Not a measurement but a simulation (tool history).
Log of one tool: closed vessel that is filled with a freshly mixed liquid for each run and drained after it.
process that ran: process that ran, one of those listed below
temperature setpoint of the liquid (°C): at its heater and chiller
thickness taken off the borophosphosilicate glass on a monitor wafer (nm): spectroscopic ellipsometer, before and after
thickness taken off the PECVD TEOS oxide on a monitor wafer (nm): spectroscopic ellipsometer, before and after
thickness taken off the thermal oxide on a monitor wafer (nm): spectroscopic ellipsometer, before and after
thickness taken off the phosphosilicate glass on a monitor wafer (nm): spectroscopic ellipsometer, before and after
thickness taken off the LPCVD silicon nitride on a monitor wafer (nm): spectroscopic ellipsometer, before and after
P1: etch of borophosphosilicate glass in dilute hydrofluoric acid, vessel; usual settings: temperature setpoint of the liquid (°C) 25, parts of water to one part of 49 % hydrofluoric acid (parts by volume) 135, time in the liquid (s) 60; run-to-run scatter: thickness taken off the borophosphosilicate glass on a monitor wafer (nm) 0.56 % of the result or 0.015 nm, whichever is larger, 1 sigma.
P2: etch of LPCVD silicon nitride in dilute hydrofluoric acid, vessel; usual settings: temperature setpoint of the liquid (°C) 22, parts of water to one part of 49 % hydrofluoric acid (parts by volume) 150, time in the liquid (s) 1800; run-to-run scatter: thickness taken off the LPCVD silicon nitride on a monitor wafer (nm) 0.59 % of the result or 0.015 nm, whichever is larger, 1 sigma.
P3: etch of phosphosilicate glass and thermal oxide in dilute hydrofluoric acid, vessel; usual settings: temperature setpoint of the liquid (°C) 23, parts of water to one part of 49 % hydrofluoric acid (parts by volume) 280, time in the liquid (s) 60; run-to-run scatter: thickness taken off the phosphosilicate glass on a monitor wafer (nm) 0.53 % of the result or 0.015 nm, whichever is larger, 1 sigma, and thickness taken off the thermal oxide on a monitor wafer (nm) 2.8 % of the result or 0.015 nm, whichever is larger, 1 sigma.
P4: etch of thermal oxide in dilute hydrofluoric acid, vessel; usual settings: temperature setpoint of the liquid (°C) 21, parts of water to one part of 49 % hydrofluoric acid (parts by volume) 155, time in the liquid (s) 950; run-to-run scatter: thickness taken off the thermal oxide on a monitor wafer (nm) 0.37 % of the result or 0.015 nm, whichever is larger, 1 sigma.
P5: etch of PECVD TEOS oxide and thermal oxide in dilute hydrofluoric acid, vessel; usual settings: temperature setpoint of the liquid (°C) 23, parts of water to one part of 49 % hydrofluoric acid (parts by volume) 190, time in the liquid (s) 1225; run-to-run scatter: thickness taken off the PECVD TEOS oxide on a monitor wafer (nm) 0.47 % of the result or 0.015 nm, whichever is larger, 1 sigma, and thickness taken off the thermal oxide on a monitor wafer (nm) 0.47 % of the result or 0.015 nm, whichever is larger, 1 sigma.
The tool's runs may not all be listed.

run	hour	process that ran	temperature setpoint of the liquid (°C)	parts of water to one part of 49 % hydrofluoric acid (parts by volume)	time in the liquid (s)	hours since the thermometer was replaced	hours since the hydrofluoric acid flow meter was replaced	thickness taken off the borophosphosilicate glass on a monitor wafer (nm)	thickness taken off the PECVD TEOS oxide on a monitor wafer (nm)	thickness taken off the thermal oxide on a monitor wafer (nm)	thickness taken off the phosphosilicate glass on a monitor wafer (nm)	thickness taken off the LPCVD silicon nitride on a monitor wafer (nm)
1	17.6	P1	25	135	60	450.6	1565.8	28.7				
2	34.9	P5	23	190	1225	467.9	1583.1		47.889	27.028		
3	50.4	P1	25	135	60	483.4	1598.6	28.892				
4	66.2	P4	21	155	950	499.2	1614.4			23.746		
5	84.1	P4	21	215	950	517.1	1632.3			16.006		
6	100.6	P3	29.5	280	60	533.6	1648.8			0.98918	32.144	
7	116.1	P1	25	235	60	549.1	1664.3	14.67				
8	125.2	P5	23	290	1225	558.2	1673.4		28.533	16.207		
9	134.8	P1	29	60	60	567.8	1683	82.31				
10	150.2	P1	25	135	60	583.2	1698.4	28.709				
11	159.5	P1	25	135	110	592.5	1707.7	52.548				
12	171.1	P4	17	155	950	604.1	1719.3			20.064		
13	183.7	P5	17	190	1225	616.7	1731.9		37.857	21.658		
14	200.2	P1	33.5	135	60	633.2	1748.4	39.312				
15	211.2	P2	22	30	1800	644.2	1759.4					22.831
16	225.1	P1	25	135	60	658.1	1773.3	28.878				
17	238.5	P2	22	150	1800	671.5	1786.7					4.698
18	253.2	P4	21	155	950	686.2	1801.4			23.618		
19	265.1	P3	23	280	60	698.1	1813.3			0.86853	25.834	
20	283.4	P1	25	135	30	716.4	1831.6	14.4				
21	295.5	P5	23	190	1225	728.5	1843.7		48.171	27.145		
22	313	P4	21	155	390	746	1861.2			9.6069		
23	331.2	P1	25	135	60	764.2	1879.4	28.575				
24	343.9	P3	23	280	30	776.9	1892.1			0.40358	12.939	
25	352.6	P2	17	150	1800	785.6	1900.8					3.3728
26	366.2	P1	19	135	60	799.2	1914.4	22.778				
27	380.1	P5	23	190	2175	813.1	1928.3		84.636	48.199		
28	393.2	P2	22	150	620	826.2	1941.4					1.6115

Forecast run 29:
29	407.2	P3	23	465	60	840.2	1955.4			?	?	

Run 29 gave thickness taken off the thermal oxide on a monitor wafer (nm) 0.38632, thickness taken off the phosphosilicate glass on a monitor wafer (nm) 13.34.

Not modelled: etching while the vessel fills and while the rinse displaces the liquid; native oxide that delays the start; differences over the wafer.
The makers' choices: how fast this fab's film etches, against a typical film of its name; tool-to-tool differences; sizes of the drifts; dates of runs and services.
